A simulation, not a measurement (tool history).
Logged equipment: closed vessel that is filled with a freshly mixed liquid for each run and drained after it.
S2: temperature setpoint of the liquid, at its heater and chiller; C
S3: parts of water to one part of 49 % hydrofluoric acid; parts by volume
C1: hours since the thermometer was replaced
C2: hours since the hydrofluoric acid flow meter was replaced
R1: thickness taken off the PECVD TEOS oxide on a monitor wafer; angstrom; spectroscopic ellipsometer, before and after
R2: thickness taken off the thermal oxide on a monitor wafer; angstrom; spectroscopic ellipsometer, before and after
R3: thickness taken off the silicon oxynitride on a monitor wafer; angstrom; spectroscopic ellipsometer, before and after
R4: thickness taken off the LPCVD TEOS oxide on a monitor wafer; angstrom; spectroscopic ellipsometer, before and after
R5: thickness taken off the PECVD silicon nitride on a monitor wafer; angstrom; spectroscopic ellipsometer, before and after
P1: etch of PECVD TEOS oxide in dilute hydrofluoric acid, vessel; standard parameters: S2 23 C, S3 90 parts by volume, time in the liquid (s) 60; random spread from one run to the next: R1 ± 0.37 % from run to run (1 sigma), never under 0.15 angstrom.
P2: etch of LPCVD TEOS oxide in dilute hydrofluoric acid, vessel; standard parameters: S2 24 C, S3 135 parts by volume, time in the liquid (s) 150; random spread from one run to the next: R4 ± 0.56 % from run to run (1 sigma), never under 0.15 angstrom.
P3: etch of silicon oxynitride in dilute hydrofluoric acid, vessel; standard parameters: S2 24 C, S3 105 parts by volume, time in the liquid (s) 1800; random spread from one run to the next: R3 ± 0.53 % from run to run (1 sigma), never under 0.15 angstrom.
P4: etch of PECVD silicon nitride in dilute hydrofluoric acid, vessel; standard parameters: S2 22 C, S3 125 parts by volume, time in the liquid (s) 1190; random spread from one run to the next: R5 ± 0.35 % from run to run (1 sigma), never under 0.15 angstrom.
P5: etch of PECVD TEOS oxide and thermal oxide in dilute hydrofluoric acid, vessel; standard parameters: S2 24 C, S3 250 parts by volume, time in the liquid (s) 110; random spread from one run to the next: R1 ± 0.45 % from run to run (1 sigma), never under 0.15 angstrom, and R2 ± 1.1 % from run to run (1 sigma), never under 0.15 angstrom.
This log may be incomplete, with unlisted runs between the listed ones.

run 1 hour=3.3 | process_that_ran=P1 S2=23 S3=90 time_in_the_liquid_(s)=60 | C1=1687 C2=264.5 | R1=84.222
run 2 hour=7.6 | process_that_ran=P1 S2=17 S3=90 time_in_the_liquid_(s)=60 | C1=1691.3 C2=268.8 | R1=66.306
run 3 hour=10.9 | process_that_ran=P1 S2=23 S3=90 time_in_the_liquid_(s)=60 | C1=1694.6 C2=272.1 | R1=84.403
run 4 hour=14.4 | process_that_ran=P5 S2=24 S3=250 time_in_the_liquid_(s)=30 | C1=1698.1 C2=275.6 | R1=13.051 R2=5.4126
run 5 hour=18.8 | process_that_ran=P3 S2=24 S3=105 time_in_the_liquid_(s)=1800 | C1=1702.5 C2=280 | R3=319.98
run 6 hour=21.4 | process_that_ran=P2 S2=24 S3=35 time_in_the_liquid_(s)=150 | C1=1705.1 C2=282.6 | R4=1316.5
run 7 hour=24.6 | process_that_ran=P1 S2=23 S3=90 time_in_the_liquid_(s)=60 | C1=1708.3 C2=285.8 | R1=85.09
run 8 hour=26.9 | process_that_ran=P1 S2=19.5 S3=90 time_in_the_liquid_(s)=90 | C1=1710.6 C2=288.1 | R1=110.01
run 9 hour=30.2 | process_that_ran=P1 S2=23 S3=90 time_in_the_liquid_(s)=60 | C1=1713.9 C2=291.4 | R1=84.786
run 10 hour=33.7 | process_that_ran=P1 S2=31 S3=90 time_in_the_liquid_(s)=60 | C1=1717.4 C2=294.9 | R1=115.34
run 11 hour=36.6 | process_that_ran=P5 S2=24 S3=250 time_in_the_liquid_(s)=110 | C1=1720.3 C2=297.8 | R1=47.274 R2=18.868
run 12 hour=41.1 | process_that_ran=P4 S2=22 S3=210 time_in_the_liquid_(s)=1190 | C1=1724.8 C2=302.3 | R5=97.069
run 13 hour=44.9 | process_that_ran=P1 S2=23 S3=90 time_in_the_liquid_(s)=90 | C1=1728.6 C2=306.1 | R1=127.77
run 14 hour=49.4 | process_that_ran=P1 S2=23 S3=90 time_in_the_liquid_(s)=60 | C1=1733.1 C2=310.6 | R1=84.823
run 15 hour=53.9 | process_that_ran=P2 S2=32 S3=135 time_in_the_liquid_(s)=150 | C1=1737.6 C2=315.1 | R4=401.7
-- hour=55.5 thermometer replaced
run 16 hour=56.6 | process_that_ran=P5 S2=24 S3=250 time_in_the_liquid_(s)=110 | C1=1.1 C2=317.8 | R1=47.008 R2=18.868
run 17 hour=61.3 | process_that_ran=P4 S2=22 S3=125 time_in_the_liquid_(s)=135 | C1=5.8 C2=322.5 | R5=18.02
run 18 hour=65.1 | process_that_ran=P2 S2=24 S3=135 time_in_the_liquid_(s)=150 | C1=9.6 C2=326.3 | R4=301.98
run 19 hour=69.4 | process_that_ran=P1 S2=23 S3=130 time_in_the_liquid_(s)=60 | C1=13.9 C2=330.6 | R1=55.491
run 20 hour=73.9 | process_that_ran=P3 S2=24 S3=105 time_in_the_liquid_(s)=1800 | C1=18.4 C2=335.1 | R3=318.01
run 21 hour=77 | process_that_ran=P2 S2=24 S3=135 time_in_the_liquid_(s)=60 | C1=21.5 C2=338.2 | R4=121.33
run 22 hour=80.8 | process_that_ran=P4 S2=22 S3=125 time_in_the_liquid_(s)=1190 | C1=25.3 C2=342 | R5=160.95
run 23 hour=84.2 | process_that_ran=P3 S2=32 S3=105 time_in_the_liquid_(s)=1800 | C1=28.7 C2=345.4 | R3=460.31
run 24 hour=89 | process_that_ran=P4 S2=18 S3=125 time_in_the_liquid_(s)=1190 | C1=33.5 C2=350.2 | R5=122.8
run 25 hour=92.6 | process_that_ran=P3 S2=24 S3=70 time_in_the_liquid_(s)=1800 | C1=37.1 C2=353.8 | R3=491.8
run 26 hour=96.4 | process_that_ran=P1 S2=23 S3=90 time_in_the_liquid_(s)=30 | C1=40.9 C2=357.6 | R1=42.249
run 27 hour=99 | process_that_ran=P1 S2=23 S3=30 time_in_the_liquid_(s)=60 | C1=43.5 C2=360.2 | R1=272.93
run 28 hour=103.8 | process_that_ran=P3 S2=24 S3=105 time_in_the_liquid_(s)=2960 | C1=48.3 C2=365 | R3=521.06
run 29 hour=106.6 | process_that_ran=P5 S2=24 S3=100 time_in_the_liquid_(s)=110 | C1=51.1 C2=367.8 | R1=139.08 R2=55.693
run 30 hour=110.6 | process_that_ran=P5 S2=32.5 S3=250 time_in_the_liquid_(s)=110 | C1=55.1 C2=371.8 | R1=63.589 R2=25.009
run 31 hour=115.1 | process_that_ran=P1 S2=23 S3=90 time_in_the_liquid_(s)=60 | C1=59.6 C2=376.3 | R1=84.49
run 32 hour=119.9 | process_that_ran=P1 S2=23 S3=90 time_in_the_liquid_(s)=60 | C1=64.4 C2=381.1 | R1=87.672
run 33 hour=123.4 | process_that_ran=P1 S2=23 S3=90 time_in_the_liquid_(s)=60 | C1=67.9 C2=384.6 | R1=88.843
run 34 hour=127.6 | process_that_ran=P1 S2=23 S3=90 time_in_the_liquid_(s)=60 | C1=72.1 C2=388.8 | R1=90.22
run 35 hour=130.3 | process_that_ran=P1 S2=23 S3=90 time_in_the_liquid_(s)=60 | C1=74.8 C2=391.5 | R1=90.778
run 36 hour=134.9 | process_that_ran=P1 S2=23 S3=90 time_in_the_liquid_(s)=60 | C1=79.4 C2=396.1 | R1=91.259
run 37 hour=139.6 | process_that_ran=P1 S2=23 S3=90 time_in_the_liquid_(s)=60 | C1=84.1 C2=400.8 | R1=91.818
run 38 hour=143.4 | process_that_ran=P1 S2=23 S3=90 time_in_the_liquid_(s)=60 | C1=87.9 C2=404.6 | R1=92.354
run 39 hour=145.8 | process_that_ran=P1 S2=23 S3=90 time_in_the_liquid_(s)=60 | C1=90.3 C2=407 | R1=92.678
run 40 hour=150.8 | process_that_ran=P1 S2=23 S3=90 time_in_the_liquid_(s)=60 | C1=95.3 C2=412 | R1=91.95

P1 no longer gives what it gave before; its output has crept away from where it was. The following 2 causes, each at its listed size, fit the log equally well:
A: liquid hotter than its thermometer reads (K) = 2.2
B: hydrofluoric acid flow above the setpoint (%) = 8.24
Creep in the process output first set in at about hour 115.1.

The check runs listed below each take one wafer, and their results are still question marks. Under which run would the listed causes lead to clearly different results?
run check 1 hour=155.8 | process_that_ran=P4 S2=22 S3=125 time_in_the_liquid_(s)=180 | R5=?
run check 2 hour=155.8 | process_that_ran=P3 S2=32 S3=105 time_in_the_liquid_(s)=1800 | R3=?
run check 3 hour=155.8 | process_that_ran=P5 S2=24 S3=115 time_in_the_liquid_(s)=55 | R1=? R2=?
run check 4 hour=155.8 | process_that_ran=P2 S2=31 S3=35 time_in_the_liquid_(s)=150 | R4=?

If the cause were each of the candidates in turn, the checks would give the following:
check=check_1 result=R5 if_A=28.103 if_B=26.288
check=check_2 result=R3 if_A=505.49 if_B=501.58
check=check_3 result=R1 if_A=65.038 if_B=65.324
check=check_3 result=R2 if_A=25.737 if_B=25.85
check=check_4 result=R4 if_A=1915 if_B=1909.5
Per check, the gap between the least separated pair of causes, taken in the result that splits them most: check 1 6.67 %; check 2 0.78 %; check 3 0.44 %; check 4 0.29 %
Only check 1 tells the causes apart: in the others they would give nearly the same result.

Check 1 was then run and gave: R5 26.38 angstrom. Which cause is it?

The correct cause is B, namely: hydrofluoric acid flow above the setpoint (%).

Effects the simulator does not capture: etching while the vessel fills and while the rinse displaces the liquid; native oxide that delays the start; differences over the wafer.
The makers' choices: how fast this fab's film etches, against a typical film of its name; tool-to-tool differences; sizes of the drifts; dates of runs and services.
